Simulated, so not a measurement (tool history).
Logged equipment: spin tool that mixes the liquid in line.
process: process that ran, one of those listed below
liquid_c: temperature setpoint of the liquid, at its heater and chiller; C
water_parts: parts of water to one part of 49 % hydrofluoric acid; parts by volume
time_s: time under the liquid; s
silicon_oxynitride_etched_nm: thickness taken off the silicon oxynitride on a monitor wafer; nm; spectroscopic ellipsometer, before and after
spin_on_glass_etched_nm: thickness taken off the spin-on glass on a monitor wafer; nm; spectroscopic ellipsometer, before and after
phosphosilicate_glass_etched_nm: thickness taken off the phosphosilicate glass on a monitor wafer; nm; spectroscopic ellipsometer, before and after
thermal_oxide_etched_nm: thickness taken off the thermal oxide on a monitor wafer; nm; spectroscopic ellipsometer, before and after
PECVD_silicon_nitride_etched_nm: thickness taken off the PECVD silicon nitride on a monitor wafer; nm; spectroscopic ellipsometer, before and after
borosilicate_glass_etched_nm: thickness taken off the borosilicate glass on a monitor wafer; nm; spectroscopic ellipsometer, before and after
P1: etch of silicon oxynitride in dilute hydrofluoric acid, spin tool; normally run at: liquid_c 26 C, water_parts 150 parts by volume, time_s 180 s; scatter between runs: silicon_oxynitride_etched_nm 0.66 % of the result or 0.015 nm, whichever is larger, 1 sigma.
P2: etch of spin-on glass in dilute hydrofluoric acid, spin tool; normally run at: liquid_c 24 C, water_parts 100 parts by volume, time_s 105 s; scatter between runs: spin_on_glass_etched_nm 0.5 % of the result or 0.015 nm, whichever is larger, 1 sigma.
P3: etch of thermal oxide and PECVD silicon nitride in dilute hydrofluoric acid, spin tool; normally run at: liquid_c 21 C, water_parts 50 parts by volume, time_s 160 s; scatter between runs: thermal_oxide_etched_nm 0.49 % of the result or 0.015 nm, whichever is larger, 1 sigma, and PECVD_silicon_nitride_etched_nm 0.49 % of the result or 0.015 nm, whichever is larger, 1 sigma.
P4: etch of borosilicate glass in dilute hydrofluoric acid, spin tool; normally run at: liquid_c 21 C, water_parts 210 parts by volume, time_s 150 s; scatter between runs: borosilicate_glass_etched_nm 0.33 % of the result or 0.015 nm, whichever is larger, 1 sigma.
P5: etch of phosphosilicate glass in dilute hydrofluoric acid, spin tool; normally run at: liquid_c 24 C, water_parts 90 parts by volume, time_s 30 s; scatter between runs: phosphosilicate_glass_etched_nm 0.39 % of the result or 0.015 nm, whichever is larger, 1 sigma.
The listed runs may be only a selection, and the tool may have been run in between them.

run	day	process	liquid_c	water_parts	time_s	silicon_oxynitride_etched_nm	spin_on_glass_etched_nm	phosphosilicate_glass_etched_nm	thermal_oxide_etched_nm	PECVD_silicon_nitride_etched_nm	borosilicate_glass_etched_nm
1	0.088	P1	26	150	180	3.83420					
2	0.254	P1	26	220	180	2.46810					
3	0.433	P2	24	100	105		38.584				
4	0.538	P5	24	90	30			25.401			
5	0.667	P3	21	50	270				24.395	10.0670	
6	0.817	P3	21	50	160				14.429	5.9798	
7	0.942	P4	21	210	15						1.6863
8	1.058	P2	19	100	105		31.499				
9	1.188	P1	26	90	180	6.77990					
10	1.292	P1	34	150	180	5.42100					
11	1.446	P2	24	145	105		25.283				
12	1.529	P1	26	150	350	7.36550					
13	1.646	P5	24	35	30			70.316			
14	1.821	P4	21	105	150						38.0960
15	1.925	P3	21	50	160				14.492	5.9896	
16	2.033	P1	21	40	180	12.40200					
17	2.146	P5	17	90	30			19.116			
18	2.267	P1	26	150	180	3.89120					
19	2.412	P5	24	90	30			25.530			
20	2.538	P1	26	150	180	3.85190					
21	2.633	P1	18	150	180	2.62590					
22	2.821	P1	26	150	180	3.87810					
23	2.971	P3	29	50	160				20.093	10.1810	
24	3.096	P4	21	210	150						17.0020
25	3.262	P4	28	210	150						21.9460
26	3.433	P2	24	100	105		38.667				
27	3.571	P3	21	20	160				37.506	14.4550	
28	3.746	P1	26	150	180	3.78620					
29	3.842	P5	24	90	15			12.728			
30	3.979	P1	18	215	180	1.77490					
31	4.121	P1	26	150	15	0.32233					
32	4.258	P4	21	210	150						17.0030
33	4.362	P1	26	50	350	24.45600					
34	4.462	P1	26	150	180	3.88340					
35	4.588	P2	24	100	190		69.925				
36	4.704	P1	26	150	180	3.88320					
37	4.796	P1	26	150	180	3.85960					
38	4.917	P1	26	150	180	3.92190					
39	5.079	P1	26	150	180	4.08920					
40	5.208	P1	26	150	180	4.08490					
41	5.321	P1	26	150	180	4.15490					
42	5.425	P1	26	150	180	4.10560					
43	5.538	P1	26	150	180	4.19340					
44	5.704	P1	26	150	180	4.19680					
45	5.888	P1	26	150	180	4.28680					

The output of P1 has drifted from where it used to be. Each of the 2 causes below, taken at the size shown beside it, accounts for the log equally well:
A: hydrofluoric acid flow above the setpoint (%) = 8.35
B: liquid hotter than its thermometer reads (K) = 2.03
Onset of the creep was near day 4.796.

Each of the 4 check runs below uses one wafer; its results are left as question marks. Which run tells the causes apart?
check 1	6.071	P3	28.5	25	160				?	?	
check 2	6.071	P5	18.0	90	30			?			
check 3	6.071	P4	21.0	125	15						?
check 4	6.071	P2	19.5	100	160		?				

How each check would come out, cause by cause:
check	result	if A	if B
check 1	thermal_oxide_etched_nm	44.508	44.449
check 1	PECVD_silicon_nitride_etched_nm	21.0050	22.2150
check 2	phosphosilicate_glass_etched_nm	21.750	21.682
check 3	borosilicate_glass_etched_nm	3.4153	3.3801
check 4	spin_on_glass_etched_nm	53.704	53.394
Smallest distance between any two causes, each pair judged by its most separating result, in per cent: check 1 5.6 %; check 2 0.31 %; check 3 1.04 %; check 4 0.58 %
Of the check runs offered, only check 1 discriminates between the causes; the rest would read about the same regardless of which cause applies.

The results of check 1 are: thermal_oxide_etched_nm 44.419 nm; PECVD_silicon_nitride_etched_nm 21.0210 nm. Based on these, which of the listed causes is it?

Of the candidate causes, it is A: hydrofluoric acid flow above the setpoint (%).

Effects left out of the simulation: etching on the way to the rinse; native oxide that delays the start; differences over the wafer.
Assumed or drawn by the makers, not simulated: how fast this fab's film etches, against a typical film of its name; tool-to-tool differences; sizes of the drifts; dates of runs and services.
